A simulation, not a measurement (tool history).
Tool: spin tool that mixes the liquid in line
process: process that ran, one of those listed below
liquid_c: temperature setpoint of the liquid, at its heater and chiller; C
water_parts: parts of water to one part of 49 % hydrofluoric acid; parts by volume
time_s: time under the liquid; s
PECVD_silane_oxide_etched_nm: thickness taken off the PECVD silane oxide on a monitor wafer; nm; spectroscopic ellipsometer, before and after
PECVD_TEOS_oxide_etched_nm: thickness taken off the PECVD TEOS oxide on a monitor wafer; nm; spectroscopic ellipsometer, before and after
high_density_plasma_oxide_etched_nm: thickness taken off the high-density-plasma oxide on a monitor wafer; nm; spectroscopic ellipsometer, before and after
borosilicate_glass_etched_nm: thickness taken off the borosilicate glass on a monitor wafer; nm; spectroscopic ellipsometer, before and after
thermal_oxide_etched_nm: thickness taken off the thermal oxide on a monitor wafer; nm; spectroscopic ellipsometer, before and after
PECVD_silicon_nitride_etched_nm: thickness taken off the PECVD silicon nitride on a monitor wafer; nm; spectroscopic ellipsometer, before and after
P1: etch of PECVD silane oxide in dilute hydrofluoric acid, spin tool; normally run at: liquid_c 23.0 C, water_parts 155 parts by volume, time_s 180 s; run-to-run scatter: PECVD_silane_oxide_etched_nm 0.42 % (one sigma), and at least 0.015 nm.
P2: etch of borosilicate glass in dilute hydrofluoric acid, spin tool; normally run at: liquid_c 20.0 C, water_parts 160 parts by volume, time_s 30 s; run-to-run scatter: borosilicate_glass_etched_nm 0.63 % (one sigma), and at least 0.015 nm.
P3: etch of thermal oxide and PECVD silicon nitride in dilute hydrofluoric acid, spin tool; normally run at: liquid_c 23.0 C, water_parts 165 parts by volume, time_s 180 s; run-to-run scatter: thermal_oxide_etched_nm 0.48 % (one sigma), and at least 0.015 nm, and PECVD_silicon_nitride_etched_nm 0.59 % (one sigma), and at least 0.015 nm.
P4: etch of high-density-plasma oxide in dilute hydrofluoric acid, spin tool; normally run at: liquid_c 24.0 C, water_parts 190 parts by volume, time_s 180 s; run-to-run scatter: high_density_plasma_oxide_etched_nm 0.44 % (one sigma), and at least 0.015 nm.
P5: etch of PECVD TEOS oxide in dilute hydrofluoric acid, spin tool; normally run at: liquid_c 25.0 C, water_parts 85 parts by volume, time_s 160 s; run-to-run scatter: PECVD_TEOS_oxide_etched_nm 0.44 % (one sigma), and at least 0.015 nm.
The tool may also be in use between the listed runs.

run	day	process	liquid_c	water_parts	time_s	PECVD_silane_oxide_etched_nm	PECVD_TEOS_oxide_etched_nm	high_density_plasma_oxide_etched_nm	borosilicate_glass_etched_nm	thermal_oxide_etched_nm	PECVD_silicon_nitride_etched_nm
1	0.162	P1	23.0	155	180	21.6690					
2	0.283	P1	23.0	155	180	21.8250					
3	0.400	P1	30.5	155	180	28.6690					
4	0.558	P5	25.0	85	30		3.2065				
5	0.646	P1	23.0	100	15	3.0017					
6	0.746	P4	24.0	190	180			7.9846			
7	0.917	P1	23.0	155	180	21.8730					
8	1.000	P4	28.5	190	180			9.3678			
9	1.112	P2	20.0	160	30				4.0636		
10	1.208	P2	20.0	220	30				2.7855		
11	1.346	P3	23.0	270	180					2.4596	3.2520
12	1.517	P1	29.5	155	265	40.9290					
13	1.692	P1	23.0	155	295	35.8380					
14	1.788	P1	23.0	155	180	21.8480					
15	1.979	P5	25.0	85	160		17.0860				
16	2.146	P3	23.0	165	180					4.5167	5.2300
17	2.267	P5	25.0	20	160		79.8210				
18	2.396	P3	23.0	165	360					8.9229	10.5290
19	2.479	P2	20.0	160	65				8.7982		
20	2.612	P1	23.0	155	95	11.4090					
21	2.708	P4	24.0	345	180			3.7970			
22	2.829	P1	23.0	155	180	21.7710					
23	2.992	P1	30.5	95	180	50.7350					
24	3.079	P5	20.0	85	160		13.9390				
25	3.175	P1	23.0	280	180	10.4870					
26	3.362	P1	17.0	155	180	17.0770					
27	3.533	P1	23.0	25	180	159.7500					
28	3.725	P4	24.0	190	345			15.3710			
29	3.896	P3	31.0	165	180					6.0481	8.5526
30	4.000	P2	17.0	160	30				3.5993		
31	4.183	P1	23.0	155	180	21.7770					
32	4.329	P1	23.0	155	180	22.2390					
33	4.483	P1	23.0	155	180	22.6340					
34	4.625	P1	23.0	155	180	22.9660					
35	4.754	P1	23.0	155	180	22.9090					
36	4.892	P1	23.0	155	180	22.8600					
37	5.058	P1	23.0	155	180	23.1900					
38	5.242	P1	23.0	155	180	23.1170					
39	5.333	P1	23.0	155	180	23.1290					
40	5.496	P1	23.0	155	180	23.0900					

What P1 gives has crept away from where it was. These 2 causes fit the log equally well, each at the size given:
A: hydrofluoric acid flow above the setpoint (%) = 5.81
B: liquid hotter than its thermometer reads (K) = 1.74
The creep began at about day 4.183.

4 check runs are offered, one wafer each, their results left as question marks. Which one tells the causes apart?
check 1	5.658	P2	20.0	160	30				?		
check 2	5.658	P3	23.0	165	180					?	?
check 3	5.658	P5	25.0	85	160		?				
check 4	5.658	P4	24.0	190	180			?			

What each check would give under each cause:
check	result	if A	if B
check 1	borosilicate_glass_etched_nm	4.3306	4.3420
check 2	thermal_oxide_etched_nm	4.8088	4.8062
check 2	PECVD_silicon_nitride_etched_nm	5.5223	5.8407
check 3	PECVD_TEOS_oxide_etched_nm	18.1860	18.2960
check 4	high_density_plasma_oxide_etched_nm	8.5440	8.5121
How far apart the two closest causes lie, in the result that separates them most: check 1 0.26 %; check 2 5.6 %; check 3 0.6 %; check 4 0.37 %
Check 2 tells the causes apart: in the others they would give nearly the same result.

Then check 2 was run and gave: thermal_oxide_etched_nm 4.7739 nm; PECVD_silicon_nitride_etched_nm 5.5026 nm. Which cause is it?

It is A: hydrofluoric acid flow above the setpoint (%).
